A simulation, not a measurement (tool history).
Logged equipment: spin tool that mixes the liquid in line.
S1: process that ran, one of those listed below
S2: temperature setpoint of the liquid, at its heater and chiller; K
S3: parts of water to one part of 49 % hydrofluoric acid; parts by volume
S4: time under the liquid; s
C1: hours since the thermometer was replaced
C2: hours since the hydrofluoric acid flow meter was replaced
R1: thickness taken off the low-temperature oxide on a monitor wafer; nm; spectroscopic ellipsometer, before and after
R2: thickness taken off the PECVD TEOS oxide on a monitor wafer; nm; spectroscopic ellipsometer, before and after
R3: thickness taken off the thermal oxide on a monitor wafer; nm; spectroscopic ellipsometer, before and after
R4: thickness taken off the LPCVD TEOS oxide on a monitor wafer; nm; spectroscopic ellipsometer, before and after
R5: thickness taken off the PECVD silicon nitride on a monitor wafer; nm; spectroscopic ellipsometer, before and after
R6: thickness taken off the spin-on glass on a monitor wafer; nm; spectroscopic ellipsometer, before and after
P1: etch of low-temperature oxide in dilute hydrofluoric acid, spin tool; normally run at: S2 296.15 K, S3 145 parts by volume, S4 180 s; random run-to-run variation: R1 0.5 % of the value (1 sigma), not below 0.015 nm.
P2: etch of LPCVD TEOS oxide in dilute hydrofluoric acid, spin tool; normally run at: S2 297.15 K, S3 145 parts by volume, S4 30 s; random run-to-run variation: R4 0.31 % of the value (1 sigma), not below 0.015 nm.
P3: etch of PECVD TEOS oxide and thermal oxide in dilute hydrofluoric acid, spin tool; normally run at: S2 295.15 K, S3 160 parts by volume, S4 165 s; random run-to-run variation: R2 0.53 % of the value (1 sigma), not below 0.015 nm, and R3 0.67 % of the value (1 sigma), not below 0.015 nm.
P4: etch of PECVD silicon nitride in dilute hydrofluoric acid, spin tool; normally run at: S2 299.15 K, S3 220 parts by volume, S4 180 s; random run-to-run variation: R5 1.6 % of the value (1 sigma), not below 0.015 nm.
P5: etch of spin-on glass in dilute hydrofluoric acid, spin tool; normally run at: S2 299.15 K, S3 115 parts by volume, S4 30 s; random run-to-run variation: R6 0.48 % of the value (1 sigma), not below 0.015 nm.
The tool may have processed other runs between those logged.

run 1 hour=14.4 | S1=P1 S2=296.15 S3=145 S4=180 | C1=342.5 C2=205.9 | R1=12.115
run 2 hour=22.5 | S1=P3 S2=295.15 S3=160 S4=165 | C1=350.6 C2=214 | R2=25.244 R3=4.1791
run 3 hour=32.7 | S1=P1 S2=296.15 S3=200 S4=180 | C1=360.8 C2=224.2 | R1=8.2639
run 4 hour=40.9 | S1=P1 S2=296.15 S3=60 S4=180 | C1=369 C2=232.4 | R1=32.365
run 5 hour=49.4 | S1=P1 S2=296.15 S3=145 S4=285 | C1=377.5 C2=240.9 | R1=19.374
run 6 hour=56.4 | S1=P3 S2=295.15 S3=65 S4=165 | C1=384.5 C2=247.9 | R2=69.442 R3=11.501
run 7 hour=68.8 | S1=P2 S2=297.15 S3=145 S4=15 | C1=396.9 C2=260.3 | R4=3.3578
run 8 hour=79.3 | S1=P1 S2=299.65 S3=145 S4=315 | C1=407.4 C2=270.8 | R1=24.141
run 9 hour=91.3 | S1=P2 S2=291.15 S3=145 S4=30 | C1=419.4 C2=282.8 | R4=5.3131
run 10 hour=105.6 | S1=P1 S2=301.65 S3=145 S4=180 | C1=433.7 C2=297.1 | R1=14.842
run 11 hour=114.3 | S1=P1 S2=296.15 S3=145 S4=75 | C1=442.4 C2=305.8 | R1=5.0189
-- hour=117.3 hydrofluoric acid flow meter replaced
run 12 hour=128.6 | S1=P4 S2=299.15 S3=220 S4=180 | C1=456.7 C2=11.3 | R5=1.5866
run 13 hour=137.1 | S1=P5 S2=299.15 S3=115 S4=30 | C1=465.2 C2=19.8 | R6=12.434
run 14 hour=145.2 | S1=P4 S2=299.15 S3=220 S4=50 | C1=473.3 C2=27.9 | R5=0.41013
run 15 hour=152.8 | S1=P4 S2=299.15 S3=95 S4=180 | C1=480.9 C2=35.5 | R5=3.6784
run 16 hour=163.6 | S1=P1 S2=296.15 S3=145 S4=180 | C1=491.7 C2=46.3 | R1=12.145
run 17 hour=170.4 | S1=P5 S2=299.15 S3=165 S4=30 | C1=498.5 C2=53.1 | R6=8.181
run 18 hour=177.2 | S1=P2 S2=297.15 S3=195 S4=30 | C1=505.3 C2=59.9 | R4=4.7225
run 19 hour=186.7 | S1=P1 S2=303.15 S3=85 S4=180 | C1=514.8 C2=69.4 | R1=29.01
run 20 hour=194 | S1=P5 S2=299.15 S3=115 S4=15 | C1=522.1 C2=76.7 | R6=6.2871
run 21 hour=202.3 | S1=P2 S2=297.15 S3=145 S4=30 | C1=530.4 C2=85 | R4=6.7192
run 22 hour=209.2 | S1=P5 S2=305.65 S3=115 S4=30 | C1=537.3 C2=91.9 | R6=15.861
run 23 hour=216.3 | S1=P4 S2=306.15 S3=220 S4=180 | C1=544.4 C2=99 | R5=2.4121
run 24 hour=225.1 | S1=P3 S2=295.15 S3=160 S4=275 | C1=553.2 C2=107.8 | R2=41.851 R3=6.9571
run 25 hour=239.9 | S1=P1 S2=291.15 S3=145 S4=180 | C1=568 C2=122.6 | R1=9.98
run 26 hour=247.6 | S1=P3 S2=295.15 S3=160 S4=165 | C1=575.7 C2=130.3 | R2=25.168 R3=4.2246
run 27 hour=257.2 | S1=P1 S2=296.15 S3=145 S4=180 | C1=585.3 C2=139.9 | R1=12.07
run 28 hour=266.3 | S1=P3 S2=300.15 S3=160 S4=165 | C1=594.4 C2=149 | R2=30.699 R3=4.9592
run 29 hour=277.6 | S1=P1 S2=296.15 S3=145 S4=180 | C1=605.7 C2=160.3 | R1=12.034
run 30 hour=286.8 | S1=P1 S2=296.15 S3=145 S4=180 | C1=614.9 C2=169.5 | R1=12.119
run 31 hour=300.3 | S1=P1 S2=296.15 S3=95 S4=340 | C1=628.4 C2=183 | R1=36.831
run 32 hour=313.6 | S1=P1 S2=296.15 S3=145 S4=180 | C1=641.7 C2=196.3 | R1=12.124
run 33 hour=321.7 | S1=P1 S2=296.15 S3=145 S4=180 | C1=649.8 C2=204.4 | R1=12.729
run 34 hour=332.2 | S1=P1 S2=296.15 S3=145 S4=180 | C1=660.3 C2=214.9 | R1=13.007
run 35 hour=342.3 | S1=P1 S2=296.15 S3=145 S4=180 | C1=670.4 C2=225 | R1=13.172
run 36 hour=348.9 | S1=P1 S2=296.15 S3=145 S4=180 | C1=677 C2=231.6 | R1=13.085
run 37 hour=357 | S1=P1 S2=296.15 S3=145 S4=180 | C1=685.1 C2=239.7 | R1=13.153
run 38 hour=365.4 | S1=P1 S2=296.15 S3=145 S4=180 | C1=693.5 C2=248.1 | R1=13.219

P1 has crept away from where it was. The log is fitted equally well by each of these 2 causes, at the sizes shown:
A: hydrofluoric acid flow above the setpoint (%) = 7.81
B: liquid hotter than its thermometer reads (K) = 2.28
The gradual shift began around hour 313.6.

The 4 check runs listed below each average the results of 5 wafers, and their outcomes are marked with question marks. Under which run would the listed causes produce clearly different results?
run check 1 hour=373.8 | S1=P4 S2=299.15 S3=220 S4=180 | R5=?
run check 2 hour=373.8 | S1=P3 S2=295.15 S3=160 S4=165 | R2=? R3=?
run check 3 hour=373.8 | S1=P5 S2=299.15 S3=115 S4=30 | R6=?
run check 4 hour=373.8 | S1=P2 S2=297.15 S3=145 S4=30 | R4=?

Expected result of each check under each candidate cause:
check=check_1 result=R5 if_A=1.7421 if_B=1.8567
check=check_2 result=R2 if_A=27.548 if_B=27.536
check=check_2 result=R3 if_A=4.5601 if_B=4.5581
check=check_3 result=R6 if_A=13.557 if_B=13.57
check=check_4 result=R4 if_A=7.3468 if_B=7.3404
Separation of the two closest causes in each check, using whichever result separates them best: check 1 6.37 %; check 2 0.04 %; check 3 0.1 %; check 4 0.09 %
Of the check runs offered, only check 1 discriminates between the causes; the rest would read about the same regardless of which cause applies.

With check 1 done, the readings were: R5 1.7337 nm. Identify which of the listed causes applies.

Of the candidate causes, it is A: hydrofluoric acid flow above the setpoint (%).

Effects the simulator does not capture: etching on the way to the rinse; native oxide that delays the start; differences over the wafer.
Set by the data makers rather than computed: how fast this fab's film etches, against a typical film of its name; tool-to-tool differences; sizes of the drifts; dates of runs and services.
